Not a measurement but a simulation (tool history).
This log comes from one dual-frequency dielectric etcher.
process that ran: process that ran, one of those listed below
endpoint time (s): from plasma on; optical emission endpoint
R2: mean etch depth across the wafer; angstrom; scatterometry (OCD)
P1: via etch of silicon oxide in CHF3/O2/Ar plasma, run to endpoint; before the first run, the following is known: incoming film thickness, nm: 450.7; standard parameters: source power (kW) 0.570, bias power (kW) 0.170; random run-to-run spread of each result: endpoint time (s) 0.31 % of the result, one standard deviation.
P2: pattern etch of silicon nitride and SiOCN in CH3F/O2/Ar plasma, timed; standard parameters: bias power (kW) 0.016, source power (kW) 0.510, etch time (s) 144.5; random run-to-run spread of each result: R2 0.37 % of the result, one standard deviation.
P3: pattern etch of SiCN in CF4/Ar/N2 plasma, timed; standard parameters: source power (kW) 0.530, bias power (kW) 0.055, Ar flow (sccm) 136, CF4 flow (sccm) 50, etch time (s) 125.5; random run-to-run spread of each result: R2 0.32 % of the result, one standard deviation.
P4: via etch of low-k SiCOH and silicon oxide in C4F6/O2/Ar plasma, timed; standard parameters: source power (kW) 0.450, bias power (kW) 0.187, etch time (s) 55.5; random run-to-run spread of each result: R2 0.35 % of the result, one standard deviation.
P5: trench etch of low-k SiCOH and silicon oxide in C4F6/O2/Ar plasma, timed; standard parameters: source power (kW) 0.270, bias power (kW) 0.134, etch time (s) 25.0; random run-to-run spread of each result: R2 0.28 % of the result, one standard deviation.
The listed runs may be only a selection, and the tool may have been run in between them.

Run 1, hour 4.2: process that ran P1, source power (kW) 0.570, bias power (kW) 0.170. Result: endpoint time (s) 236.21.
Run 2, hour 8.9: process that ran P3, source power (kW) 0.530, bias power (kW) 0.055, Ar flow (sccm) 136, CF4 flow (sccm) 50, etch time (s) 125.5. Result: R2 1017.80 angstrom.
Run 3, hour 14.8: process that ran P4, source power (kW) 0.450, bias power (kW) 0.187, etch time (s) 79.0. Result: R2 2237.70 angstrom.
Run 4, hour 19.5: process that ran P1, source power (kW) 0.570, bias power (kW) 0.170. Result: endpoint time (s) 236.35.
Run 5, hour 25.6: process that ran P1, source power (kW) 0.570, bias power (kW) 0.170. Result: endpoint time (s) 234.57.
Run 6, hour 30.5: process that ran P2, source power (kW) 0.510, bias power (kW) 0.016, etch time (s) 144.5. Result: R2 183.87 angstrom.
Run 7, hour 34.4: process that ran P3, source power (kW) 0.530, bias power (kW) 0.055, Ar flow (sccm) 136, CF4 flow (sccm) 30, etch time (s) 125.5. Result: R2 922.41 angstrom.
Run 8, hour 39.2: process that ran P5, source power (kW) 0.270, bias power (kW) 0.134, etch time (s) 25.0. Result: R2 613.12 angstrom.
At hour 41.7: source power generator calibrated.
Run 9, hour 43.1: process that ran P1, source power (kW) 0.570, bias power (kW) 0.170. Result: endpoint time (s) 236.16.
Run 10, hour 49.3: process that ran P4, source power (kW) 0.570, bias power (kW) 0.187, etch time (s) 55.5. Result: R2 1720.00 angstrom.
Run 11, hour 52.9: process that ran P1, source power (kW) 0.570, bias power (kW) 0.231. Result: endpoint time (s) 212.08.
Run 12, hour 56.7: process that ran P3, source power (kW) 0.530, bias power (kW) 0.036, Ar flow (sccm) 136, CF4 flow (sccm) 50, etch time (s) 125.5. Result: R2 880.60 angstrom.
Run 13, hour 62.8: process that ran P4, source power (kW) 0.450, bias power (kW) 0.187, etch time (s) 55.5. Result: R2 1566.90 angstrom.
Run 14, hour 69.1: process that ran P1, source power (kW) 0.570, bias power (kW) 0.170. Result: endpoint time (s) 234.88.
Run 15, hour 74.4: process that ran P1, source power (kW) 0.790, bias power (kW) 0.170. Result: endpoint time (s) 208.18.
Run 16, hour 80.6: process that ran P1, source power (kW) 0.570, bias power (kW) 0.170. Result: endpoint time (s) 235.62.
Run 17, hour 84.5: process that ran P1, source power (kW) 0.400, bias power (kW) 0.170. Result: endpoint time (s) 269.44.
Run 18, hour 88.9: process that ran P5, source power (kW) 0.270, bias power (kW) 0.102, etch time (s) 25.0. Result: R2 562.84 angstrom.
Run 19, hour 92.5: process that ran P3, source power (kW) 0.530, bias power (kW) 0.055, Ar flow (sccm) 81, CF4 flow (sccm) 50, etch time (s) 125.5. Result: R2 1115.60 angstrom.
Run 20, hour 96.3: process that ran P2, source power (kW) 0.510, bias power (kW) 0.016, etch time (s) 91.0. Result: R2 115.13 angstrom.
Run 21, hour 101.3: process that ran P2, source power (kW) 0.350, bias power (kW) 0.016, etch time (s) 144.5. Result: R2 161.29 angstrom.
Run 22, hour 104.6: process that ran P1, source power (kW) 0.570, bias power (kW) 0.122. Result: endpoint time (s) 262.92.
Run 23, hour 110.3: process that ran P3, source power (kW) 0.530, bias power (kW) 0.055, Ar flow (sccm) 136, CF4 flow (sccm) 50, etch time (s) 170.5. Result: R2 1381.80 angstrom.
Run 24, hour 114.9: process that ran P1, source power (kW) 0.400, bias power (kW) 0.128. Result: endpoint time (s) 298.50.
Run 25, hour 119.6: process that ran P1, source power (kW) 0.690, bias power (kW) 0.210. Result: endpoint time (s) 204.71.
Run 26, hour 126.1: process that ran P5, source power (kW) 0.180, bias power (kW) 0.134, etch time (s) 25.0. Result: R2 521.67 angstrom.
Run 27, hour 131.9: process that ran P2, source power (kW) 0.510, bias power (kW) 0.016, etch time (s) 144.5. Result: R2 183.58 angstrom.
Run 28, hour 137.0: process that ran P5, source power (kW) 0.270, bias power (kW) 0.134, etch time (s) 16.0. Result: R2 392.97 angstrom.
Run 29, hour 142.6: process that ran P4, source power (kW) 0.450, bias power (kW) 0.135, etch time (s) 55.5. Result: R2 1419.80 angstrom.
Run 30, hour 146.6: process that ran P2, source power (kW) 0.510, bias power (kW) 0.009, etch time (s) 144.5. Result: R2 148.86 angstrom.
Run 31, hour 152.7: process that ran P3, source power (kW) 0.710, bias power (kW) 0.055, Ar flow (sccm) 136, CF4 flow (sccm) 50, etch time (s) 125.5. Result: R2 1321.30 angstrom.
Run 32, hour 156.4: process that ran P1, source power (kW) 0.790, bias power (kW) 0.232. Result: endpoint time (s) 187.77.
Run 33, hour 160.9: process that ran P1, source power (kW) 0.570, bias power (kW) 0.170. Result: endpoint time (s) 235.84.
Run 34, hour 164.7: process that ran P1, source power (kW) 0.570, bias power (kW) 0.170. Result: endpoint time (s) 235.05.
Run 35, hour 171.1: process that ran P1, source power (kW) 0.570, bias power (kW) 0.170. Result: endpoint time (s) 237.49.
Run 36, hour 176.2: process that ran P1, source power (kW) 0.570, bias power (kW) 0.170. Result: endpoint time (s) 237.45.
Run 37, hour 180.1: process that ran P1, source power (kW) 0.570, bias power (kW) 0.170. Result: endpoint time (s) 240.20.
Run 38, hour 184.9: process that ran P1, source power (kW) 0.570, bias power (kW) 0.170. Result: endpoint time (s) 238.52.
Run 39, hour 187.8: process that ran P1, source power (kW) 0.570, bias power (kW) 0.170. Result: endpoint time (s) 240.36.
Run 40, hour 192.1: process that ran P1, source power (kW) 0.570, bias power (kW) 0.170. Result: endpoint time (s) 239.32.
At hour 192.9: wet clean of the chamber.
Run 41, hour 196.0: process that ran P1, source power (kW) 0.570, bias power (kW) 0.170. Result: endpoint time (s) 239.80.
Run 42, hour 199.5: process that ran P1, source power (kW) 0.570, bias power (kW) 0.170. Result: endpoint time (s) 239.61.
Run 43, hour 204.3: process that ran P1, source power (kW) 0.570, bias power (kW) 0.170. Result: endpoint time (s) 240.12.

What P1 gives has crept off from where it sat before. The 2 causes that follow fit the log equally well, each at the size noted:
A: bias power that arrives under what is set, % = 4.58
B: source power that arrives under what is set, % = 3.98
The process output started creeping at around hour 164.7.
Excluded causes, each with its reason:
chamber walls in a state that lowers the etch rate, %: its service at hour 192.9 followed the start of the drift and did not put the process back to its old value

Each of the check runs listed below is run on 2 wafers and reports their average, with the results left as question marks. Pick the one under which the possible causes would lead to clearly different results.
Run check 1, hour 209.1: process that ran P2, source power (kW) 0.380, bias power (kW) 0.011, etch time (s) 144.5. Result: R2 ?.
Run check 2, hour 209.1: process that ran P3, source power (kW) 0.530, bias power (kW) 0.037, Ar flow (sccm) 136, CF4 flow (sccm) 50, etch time (s) 125.5. Result: R2 ?.
Run check 3, hour 209.1: process that ran P4, source power (kW) 0.450, bias power (kW) 0.160, etch time (s) 73.0. Result: R2 ?.
Run check 4, hour 209.1: process that ran P5, source power (kW) 0.270, bias power (kW) 0.134, etch time (s) 16.5. Result: R2 ?.

What each check would give under each cause:
  check  result     if A     if B
check 1      R2   140.65   140.94
check 2      R2   874.03   856.28
check 3      R2  1936.70  1933.30
check 4      R2   398.22   397.52
Minimum pairwise separation of causes per check, each pair taken at its best-separating result: check 1 0.21 %; check 2 2.05 %; check 3 0.18 %; check 4 0.18 %
The causes can be told apart only by check 2. The other checks would give nearly the same results under each of them.

Check 2 was then run and gave: R2 857.02 angstrom. Which cause is it?

B is the cause: source power that arrives under what is set, %.

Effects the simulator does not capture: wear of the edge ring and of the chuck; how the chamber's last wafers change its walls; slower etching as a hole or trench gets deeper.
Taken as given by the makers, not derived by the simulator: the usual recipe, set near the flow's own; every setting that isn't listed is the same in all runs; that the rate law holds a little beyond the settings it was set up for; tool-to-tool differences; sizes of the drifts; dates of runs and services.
